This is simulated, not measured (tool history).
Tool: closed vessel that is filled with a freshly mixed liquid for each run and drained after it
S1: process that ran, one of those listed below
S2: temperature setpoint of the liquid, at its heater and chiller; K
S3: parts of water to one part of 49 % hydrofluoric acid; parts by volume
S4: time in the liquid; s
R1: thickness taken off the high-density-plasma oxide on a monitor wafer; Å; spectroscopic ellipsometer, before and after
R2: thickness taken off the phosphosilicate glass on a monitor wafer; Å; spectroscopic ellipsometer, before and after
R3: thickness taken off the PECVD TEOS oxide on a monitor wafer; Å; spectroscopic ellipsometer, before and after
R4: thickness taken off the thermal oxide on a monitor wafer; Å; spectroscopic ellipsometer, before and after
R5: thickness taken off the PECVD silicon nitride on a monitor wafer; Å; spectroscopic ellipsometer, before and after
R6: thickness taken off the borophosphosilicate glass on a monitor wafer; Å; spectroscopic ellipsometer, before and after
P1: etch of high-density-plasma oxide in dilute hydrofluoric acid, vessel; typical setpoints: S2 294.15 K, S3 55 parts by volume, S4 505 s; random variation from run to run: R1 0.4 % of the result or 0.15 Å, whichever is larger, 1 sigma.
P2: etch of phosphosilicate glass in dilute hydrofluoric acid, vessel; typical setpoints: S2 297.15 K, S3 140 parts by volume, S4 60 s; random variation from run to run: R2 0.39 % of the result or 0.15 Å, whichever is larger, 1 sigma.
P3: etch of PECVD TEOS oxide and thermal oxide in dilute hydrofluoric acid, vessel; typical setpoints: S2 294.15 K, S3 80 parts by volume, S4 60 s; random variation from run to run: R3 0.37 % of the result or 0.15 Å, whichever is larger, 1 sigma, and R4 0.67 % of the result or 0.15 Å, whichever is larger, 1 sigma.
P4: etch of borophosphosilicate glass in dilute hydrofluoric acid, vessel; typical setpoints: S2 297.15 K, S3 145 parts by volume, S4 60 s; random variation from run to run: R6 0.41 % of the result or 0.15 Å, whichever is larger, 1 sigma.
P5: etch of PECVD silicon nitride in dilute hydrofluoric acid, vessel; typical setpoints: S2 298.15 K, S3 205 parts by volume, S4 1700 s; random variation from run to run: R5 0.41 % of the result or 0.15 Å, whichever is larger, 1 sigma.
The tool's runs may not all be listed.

Run 1, day 0.288: S1 P1, S2 294.15 K, S3 55 parts by volume, S4 505 s. Result: R1 499.90 Å.
Run 2, day 0.558: S1 P1, S2 294.15 K, S3 105 parts by volume, S4 505 s. Result: R1 248.02 Å.
Run 3, day 0.833: S1 P2, S2 297.15 K, S3 140 parts by volume, S4 30 s. Result: R2 322.74 Å.
Run 4, day 1.204: S1 P1, S2 290.15 K, S3 80 parts by volume, S4 505 s. Result: R1 282.79 Å.
Run 5, day 1.508: S1 P3, S2 294.15 K, S3 80 parts by volume, S4 60 s. Result: R3 67.610 Å, R4 31.536 Å.
Run 6, day 1.725: S1 P1, S2 294.15 K, S3 55 parts by volume, S4 505 s. Result: R1 500.93 Å.
Run 7, day 2.004: S1 P1, S2 300.15 K, S3 55 parts by volume, S4 505 s. Result: R1 638.02 Å.
Run 8, day 2.229: S1 P1, S2 294.15 K, S3 85 parts by volume, S4 985 s. Result: R1 611.82 Å.
Run 9, day 2.542: S1 P3, S2 294.15 K, S3 80 parts by volume, S4 30 s. Result: R3 33.756 Å, R4 15.939 Å.
Run 10, day 2.925: S1 P5, S2 298.15 K, S3 205 parts by volume, S4 1700 s. Result: R5 499.730 Å.
Run 11, day 3.129: S1 P4, S2 297.15 K, S3 145 parts by volume, S4 60 s. Result: R6 189.28 Å.
Run 12, day 3.317: S1 P1, S2 294.15 K, S3 55 parts by volume, S4 505 s. Result: R1 504.38 Å.
Run 13, day 3.533: S1 P3, S2 294.15 K, S3 130 parts by volume, S4 60 s. Result: R3 39.113 Å, R4 17.812 Å.
Run 14, day 3.717: S1 P1, S2 294.15 K, S3 55 parts by volume, S4 205 s. Result: R1 202.68 Å.
Run 15, day 4.004: S1 P5, S2 298.15 K, S3 205 parts by volume, S4 175 s. Result: R5 51.688 Å.
Run 16, day 4.358: S1 P4, S2 297.15 K, S3 145 parts by volume, S4 60 s. Result: R6 188.68 Å.
Run 17, day 4.542: S1 P4, S2 297.15 K, S3 75 parts by volume, S4 60 s. Result: R6 398.48 Å.
Run 18, day 4.800: S1 P1, S2 294.15 K, S3 55 parts by volume, S4 505 s. Result: R1 498.58 Å.
At day 5.067: hydrofluoric acid flow meter replaced.
Run 19, day 5.108: S1 P1, S2 290.15 K, S3 55 parts by volume, S4 505 s. Result: R1 421.44 Å.
Run 20, day 5.338: S1 P1, S2 294.15 K, S3 55 parts by volume, S4 860 s. Result: R1 855.60 Å.
Run 21, day 5.638: S1 P4, S2 297.15 K, S3 145 parts by volume, S4 110 s. Result: R6 348.16 Å.
Run 22, day 5.962: S1 P1, S2 294.15 K, S3 20 parts by volume, S4 505 s. Result: R1 1442.00 Å.
Run 23, day 6.288: S1 P1, S2 294.15 K, S3 55 parts by volume, S4 505 s. Result: R1 498.65 Å.
Run 24, day 6.467: S1 P1, S2 294.15 K, S3 75 parts by volume, S4 995 s. Result: R1 707.76 Å.
Run 25, day 6.779: S1 P3, S2 290.15 K, S3 80 parts by volume, S4 60 s. Result: R3 56.622 Å, R4 26.423 Å.
Run 26, day 7.162: S1 P4, S2 291.65 K, S3 145 parts by volume, S4 60 s. Result: R6 152.16 Å.
Run 27, day 7.467: S1 P5, S2 305.15 K, S3 205 parts by volume, S4 1700 s. Result: R5 762.880 Å.
Run 28, day 7.825: S1 P2, S2 297.15 K, S3 140 parts by volume, S4 60 s. Result: R2 646.54 Å.
Run 29, day 8.183: S1 P5, S2 298.15 K, S3 365 parts by volume, S4 1700 s. Result: R5 280.970 Å.
Run 30, day 8.417: S1 P2, S2 290.15 K, S3 140 parts by volume, S4 60 s. Result: R2 487.89 Å.
Run 31, day 8.758: S1 P2, S2 297.15 K, S3 35 parts by volume, S4 60 s. Result: R2 2960.50 Å.
Run 32, day 9.038: S1 P1, S2 294.15 K, S3 55 parts by volume, S4 505 s. Result: R1 497.46 Å.
Run 33, day 9.308: S1 P1, S2 294.15 K, S3 55 parts by volume, S4 505 s. Result: R1 484.36 Å.
Run 34, day 9.575: S1 P1, S2 294.15 K, S3 55 parts by volume, S4 505 s. Result: R1 479.00 Å.
Run 35, day 9.950: S1 P1, S2 294.15 K, S3 55 parts by volume, S4 505 s. Result: R1 465.38 Å.
Run 36, day 10.296: S1 P1, S2 294.15 K, S3 55 parts by volume, S4 505 s. Result: R1 466.83 Å.
Run 37, day 10.567: S1 P1, S2 294.15 K, S3 55 parts by volume, S4 505 s. Result: R1 460.94 Å.
Run 38, day 10.933: S1 P1, S2 294.15 K, S3 55 parts by volume, S4 505 s. Result: R1 458.19 Å.
Run 39, day 11.325: S1 P1, S2 294.15 K, S3 55 parts by volume, S4 505 s. Result: R1 458.50 Å.
Run 40, day 11.517: S1 P1, S2 294.15 K, S3 55 parts by volume, S4 505 s. Result: R1 455.06 Å.
Run 41, day 11.871: S1 P1, S2 294.15 K, S3 55 parts by volume, S4 505 s. Result: R1 455.70 Å.
Run 42, day 12.233: S1 P1, S2 294.15 K, S3 55 parts by volume, S4 505 s. Result: R1 453.02 Å.
Run 43, day 12.604: S1 P1, S2 294.15 K, S3 55 parts by volume, S4 505 s. Result: R1 452.93 Å.

P1 has crept away from where it was. The log is fitted equally well by each of these 2 causes, at the sizes shown:
A: hydrofluoric acid flow below the setpoint (%) = 8.78
B: liquid colder than its thermometer reads (K) = 2.33
The gradual shift began around day 9.038.

4 check runs are offered, one wafer each, their results left as question marks. Which one tells the causes apart?
Run check 1, day 12.975: S1 P3, S2 290.65 K, S3 80 parts by volume, S4 60 s. Result: R3 ?, R4 ?.
Run check 2, day 12.975: S1 P4, S2 297.15 K, S3 90 parts by volume, S4 95 s. Result: R6 ?.
Run check 3, day 12.975: S1 P2, S2 297.15 K, S3 35 parts by volume, S4 30 s. Result: R2 ?.
Run check 4, day 12.975: S1 P5, S2 304.15 K, S3 360 parts by volume, S4 1700 s. Result: R5 ?.

Expected result of each check under each candidate cause:
  check  result     if A     if B
check 1      R3   52.581   52.590
check 1      R4   24.345   24.349
check 2      R6   465.31   469.35
check 3      R2  1339.80  1337.90
check 4      R5  365.210  352.360
Distance between the nearest two causes, measured in the result of the check that separates them most: check 1 0.02 %; check 2 0.86 %; check 3 0.15 %; check 4 3.58 %
The causes can be told apart only by check 4. The other checks would give nearly the same results under each of them.

After running check 4, the following was obtained: R5 351.550 Å. Which cause does this point to?

B is the cause: liquid colder than its thermometer reads (K).
